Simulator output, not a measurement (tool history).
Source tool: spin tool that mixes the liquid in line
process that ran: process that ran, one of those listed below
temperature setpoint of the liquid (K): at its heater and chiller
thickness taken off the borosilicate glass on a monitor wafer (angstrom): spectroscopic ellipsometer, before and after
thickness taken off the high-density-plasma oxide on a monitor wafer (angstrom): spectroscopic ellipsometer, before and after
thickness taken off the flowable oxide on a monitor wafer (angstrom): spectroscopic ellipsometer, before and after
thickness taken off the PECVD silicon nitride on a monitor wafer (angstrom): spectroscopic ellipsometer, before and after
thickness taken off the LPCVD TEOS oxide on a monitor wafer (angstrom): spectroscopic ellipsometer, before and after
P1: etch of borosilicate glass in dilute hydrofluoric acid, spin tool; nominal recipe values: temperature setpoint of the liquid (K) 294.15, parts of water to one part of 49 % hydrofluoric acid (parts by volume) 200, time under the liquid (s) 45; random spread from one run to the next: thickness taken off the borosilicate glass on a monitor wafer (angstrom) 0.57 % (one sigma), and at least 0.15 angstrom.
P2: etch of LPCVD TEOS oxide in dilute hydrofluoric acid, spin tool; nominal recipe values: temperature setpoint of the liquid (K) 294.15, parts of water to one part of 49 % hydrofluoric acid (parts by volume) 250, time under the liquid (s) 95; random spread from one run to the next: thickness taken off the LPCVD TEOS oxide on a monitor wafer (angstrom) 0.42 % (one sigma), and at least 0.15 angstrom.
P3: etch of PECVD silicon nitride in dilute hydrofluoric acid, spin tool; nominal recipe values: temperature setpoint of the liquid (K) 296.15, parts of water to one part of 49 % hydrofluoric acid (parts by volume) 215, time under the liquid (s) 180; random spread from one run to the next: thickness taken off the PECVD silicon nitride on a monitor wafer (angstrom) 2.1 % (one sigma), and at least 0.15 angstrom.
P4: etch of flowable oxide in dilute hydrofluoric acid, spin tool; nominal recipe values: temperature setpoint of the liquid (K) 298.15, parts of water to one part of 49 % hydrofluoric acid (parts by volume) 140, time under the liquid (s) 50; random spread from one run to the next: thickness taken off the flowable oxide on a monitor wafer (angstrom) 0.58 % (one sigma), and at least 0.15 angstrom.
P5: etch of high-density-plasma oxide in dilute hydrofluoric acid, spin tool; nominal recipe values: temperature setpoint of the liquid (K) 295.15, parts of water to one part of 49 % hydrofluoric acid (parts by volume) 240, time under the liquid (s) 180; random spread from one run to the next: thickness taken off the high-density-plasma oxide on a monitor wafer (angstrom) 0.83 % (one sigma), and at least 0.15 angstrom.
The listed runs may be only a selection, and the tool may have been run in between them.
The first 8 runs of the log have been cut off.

run   hour  process that ran  temperature setpoint of the liquid (K)  parts of water to one part of 49 % hydrofluoric acid (parts by volume)  time under the liquid (s)  hours since the thermometer was replaced  hours since the hydrofluoric acid flow meter was replaced  thickness taken off the borosilicate glass on a monitor wafer (angstrom)  thickness taken off the high-density-plasma oxide on a monitor wafer (angstrom)  thickness taken off the flowable oxide on a monitor wafer (angstrom)  thickness taken off the PECVD silicon nitride on a monitor wafer (angstrom)  thickness taken off the LPCVD TEOS oxide on a monitor wafer (angstrom)
  9  125.1                P1                                  290.15                                                                      40                         45                                     299.3                                                      469.9                                                                    239.46
 10  139.5                P4                                  298.15                                                                     140                         25                                     313.7                                                      484.3                                                                                                                                                                                                                           46.582
 11  158.7                P2                                  294.15                                                                     370                         95                                     332.9                                                      503.5                                                                                                                                                                                                                                                                                                                                                                                35.469
 12  174.9                P5                                  295.15                                                                     240                        180                                     349.1                                                      519.7                                                                                                                                                       30.1
 13    189                P2                                  294.15                                                                     250                         95                                     363.2                                                      533.8                                                                                                                                                                                                                                                                                                                                                                                59.267
 14  207.5                P4                                  293.65                                                                     140                         50                                     381.7                                                      552.3                                                                                                                                                                                                                           77.567
 15  221.8                P3                                  296.15                                                                     215                         50                                       396                                                      566.6                                                                                                                                                                                                                                                                                                         3.875
 16  237.4                P1                                  290.15                                                                     200                         45                                     411.6                                                      582.2                                                                    40.918
 17  250.2                P2                                  290.15                                                                     250                         95                                     424.4                                                        595                                                                                                                                                                                                                                                                                                                                                                                50.961
 18  265.2                P1                                  298.15                                                                     200                         45                                     439.4                                                        610                                                                    54.472
 19  279.9                P1                                  294.15                                                                      75                         45                                     454.1                                                      624.7                                                                    144.84
 20  296.3                P2                                  294.15                                                                     250                         95                                     470.5                                                      641.1                                                                                                                                                                                                                                                                                                                                                                                59.035
 21  308.8                P1                                  294.15                                                                     200                         15                                       483                                                      653.6                                                                     15.59
 22  322.4                P4                                  298.15                                                                     140                         50                                     496.6                                                      667.2                                                                                                                                                                                                                           92.928
 23  330.9                P1                                  294.15                                                                     110                         70                                     505.1                                                      675.7                                                                    149.13
 24  348.9                P1                                  294.15                                                                     200                         45                                     523.1                                                      693.7                                                                    47.324
 25  366.8                P2                                  294.15                                                                     250                        160                                       541                                                      711.6                                                                                                                                                                                                                                                                                                                                                                                99.965

Forecast run 26:
 26  382.4                P3                                  296.15                                                                     215                        180                                     556.6                                                      727.2                                                                                                                                                                                                                                                                                                             ?

For run 26 the tool returned thickness taken off the PECVD silicon nitride on a monitor wafer (angstrom) 13.828.
